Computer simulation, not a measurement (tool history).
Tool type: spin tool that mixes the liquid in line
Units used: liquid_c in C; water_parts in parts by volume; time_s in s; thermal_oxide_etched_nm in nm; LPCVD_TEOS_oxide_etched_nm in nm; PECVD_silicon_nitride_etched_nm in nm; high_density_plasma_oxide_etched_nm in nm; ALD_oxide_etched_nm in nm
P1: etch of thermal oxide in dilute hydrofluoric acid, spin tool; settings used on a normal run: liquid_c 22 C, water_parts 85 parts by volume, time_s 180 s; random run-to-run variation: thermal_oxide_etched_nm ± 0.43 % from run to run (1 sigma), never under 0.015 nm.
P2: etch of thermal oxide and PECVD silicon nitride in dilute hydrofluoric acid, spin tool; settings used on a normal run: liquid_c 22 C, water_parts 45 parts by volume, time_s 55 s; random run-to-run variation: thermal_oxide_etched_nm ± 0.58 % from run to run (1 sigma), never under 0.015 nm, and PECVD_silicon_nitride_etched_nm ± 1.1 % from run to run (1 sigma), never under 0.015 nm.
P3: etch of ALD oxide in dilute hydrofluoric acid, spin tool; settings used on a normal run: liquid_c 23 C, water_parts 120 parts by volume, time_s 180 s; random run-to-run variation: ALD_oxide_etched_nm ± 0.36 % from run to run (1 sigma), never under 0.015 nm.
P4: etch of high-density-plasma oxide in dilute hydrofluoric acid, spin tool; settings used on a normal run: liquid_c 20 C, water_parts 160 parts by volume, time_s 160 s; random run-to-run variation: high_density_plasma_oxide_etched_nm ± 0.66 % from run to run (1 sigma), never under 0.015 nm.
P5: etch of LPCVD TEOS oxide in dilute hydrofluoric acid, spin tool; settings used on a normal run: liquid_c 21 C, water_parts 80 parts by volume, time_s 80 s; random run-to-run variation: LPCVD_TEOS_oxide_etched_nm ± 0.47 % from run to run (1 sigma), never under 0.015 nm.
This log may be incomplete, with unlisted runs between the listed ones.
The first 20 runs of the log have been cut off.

run   hour  process  liquid_c  water_parts  time_s  thermal_oxide_etched_nm  LPCVD_TEOS_oxide_etched_nm  PECVD_silicon_nitride_etched_nm  high_density_plasma_oxide_etched_nm  ALD_oxide_etched_nm
 21   89.2       P3        23          120     180                                                                                                                                           17.21
 22   92.6       P1        22           85     180                   9.7771
 23   96.5       P5        27           80      80                                               27.151
 24  101.2       P4        25          160     160                                                                                                                     4.9102
 25  106.2       P2        22           45     105                   10.606                                                       3.7597
     110.8  -- hydrofluoric acid flow meter replaced
 26  111.4       P2        22           20      55                   13.083                                                       4.3115
 27  116.6       P4        20          240     160                                                                                                                     2.5045
 28  120.6       P3        23          120     300                                                                                                                                          28.839
 29    124       P2        22           45      55                   5.6076                                                       2.0203
 30  128.4       P3        23          165     180                                                                                                                                          11.961
 31  130.8       P1        22           85      50                    2.725
 32  135.7       P2        17           45      55                   4.5388                                                       1.3574
 33    138       P1        22           85     300                   16.231
 34  141.5       P1        22           85     180                   9.7058
 35  144.4       P1        22           85     180                   10.086
 36  148.7       P1        22           85     180                   10.232
 37  152.4       P1        22           85     180                    10.57
 38  154.7       P1        22           85     180                   10.435
 39  158.7       P1        22           85     180                   10.535

Run 40 is up next; what results do you expect?
 40  163.6       P1        22           85     180                        ?

{"run 40": {"thermal_oxide_etched_nm": 10.463}}
